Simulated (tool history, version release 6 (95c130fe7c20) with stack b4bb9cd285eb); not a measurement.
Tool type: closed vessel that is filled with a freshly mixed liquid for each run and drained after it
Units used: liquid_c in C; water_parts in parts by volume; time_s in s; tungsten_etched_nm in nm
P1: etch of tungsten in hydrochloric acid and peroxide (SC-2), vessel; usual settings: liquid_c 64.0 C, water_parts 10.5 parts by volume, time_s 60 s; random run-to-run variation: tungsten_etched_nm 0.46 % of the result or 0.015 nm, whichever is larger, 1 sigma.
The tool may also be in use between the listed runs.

run   hour  liquid_c  water_parts  time_s  hours since the thermometer was replaced  hours since the chemicals flow meter was replaced  hours since the drum of peroxide was connected  tungsten_etched_nm
  1   11.3      64.0         10.5      60                                     158.6                                              255.6                                           488.4             17.4870
  2   17.6      64.0         10.5      30                                     164.9                                              261.9                                           494.7              8.7948
  3   28.1      64.0         15.5      60                                     175.4                                              272.4                                           505.2             12.6180
      28.6  -- new drum of peroxide connected
  4   38.9      47.5         10.5      60                                     186.2                                              283.2                                            10.4              6.0563
  5   48.3      64.0         10.5      60                                     195.6                                              292.6                                            19.8             17.4900
  6   54.1      64.0          4.5     105                                     201.4                                              298.4                                            25.6             58.8160
  7   64.2      64.0          4.0      60                                     211.5                                              308.5                                            35.7             36.6790
  8   75.0      72.0         10.5      60                                     222.3                                              319.3                                            46.5             28.5630
  9   85.2      64.0         10.5      60                                     232.5                                              329.5                                            56.7             17.7030
 10   92.8      64.0         10.5      60                                     240.1                                              337.1                                            64.3             17.6600
 11  101.5      64.0         10.5      60                                     248.8                                              345.8                                            73.0             17.6150
 12  107.2      64.0         10.5      60                                     254.5                                              351.5                                            78.7             17.7050
 13  117.1      64.0         10.5     110                                     264.4                                              361.4                                            88.6             32.0730
 14  122.5      72.0         15.5      60                                     269.8                                              366.8                                            94.0             20.1640
 15  131.2      64.0         10.5      60                                     278.5                                              375.5                                           102.7             17.6330
 16  141.6      64.0         10.5      60                                     288.9                                              385.9                                           113.1             17.1190
 17  147.8      64.0         10.5      60                                     295.1                                              392.1                                           119.3             16.6350
 18  155.2      64.0         10.5      60                                     302.5                                              399.5                                           126.7             16.3930
 19  164.1      64.0         10.5      60                                     311.4                                              408.4                                           135.6             16.2980
 20  169.6      64.0         10.5      60                                     316.9                                              413.9                                           141.1             16.1170
 21  180.7      64.0         10.5      60                                     328.0                                              425.0                                           152.2             15.9420
 22  186.8      64.0         10.5      60                                     334.1                                              431.1                                           158.3             15.9840
     193.6  -- new drum of peroxide connected
 23  193.7      64.0         10.5      60                                     341.0                                              438.0                                             0.1             15.9420
 24  199.7      64.0         10.5      60                                     347.0                                              444.0                                             6.1             15.8300
 25  208.1      64.0         10.5      60                                     355.4                                              452.4                                            14.5             15.7250
 26  217.6      64.0         10.5      60                                     364.9                                              461.9                                            24.0             15.8670

Something has made what P1 gives creep away from where it was; the 2 causes below, each at its own stated size, fit the log equally well:
A: liquid colder than its thermometer reads (K) = 1.7
B: chemicals flow below the setpoint (%) = 11.6
Onset of the creep was near hour 131.2.
All other causes, with the reason each is excluded:
peroxide weaker than its label (%): serviced at hour 193.6, after the change had begun; the process did not return to its earlier output

The 4 check runs listed below each average the results of 2 wafers, and their outcomes are marked with question marks. Under which run would the listed causes produce clearly different results?
check 1  227.1      55.5         10.5     100                                                                                                                                                                ?
check 2  227.1      48.5          4.0      60                                                                                                                                                                ?
check 3  227.1      64.0          7.0      60                                                                                                                                                                ?
check 4  227.1      52.5         10.5      80                                                                                                                                                                ?

Predicted outcomes, by check and by cause:
  check              result     if A     if B
check 1  tungsten_etched_nm  15.3900  15.4760
check 2  tungsten_etched_nm  12.0730  12.4540
check 3  tungsten_etched_nm  22.0000  22.1640
check 4  tungsten_etched_nm  10.1080  10.1860
Separation of the two closest causes in each check, using whichever result separates them best: check 1 0.56 %; check 2 3.11 %; check 3 0.74 %; check 4 0.76 %
Of the check runs offered, only check 2 discriminates between the causes; the rest would read about the same regardless of which cause applies.

The results of check 2 are: tungsten_etched_nm 12.4700 nm. Based on these, which of the listed causes is it?

B is the cause: chemicals flow below the setpoint (%).
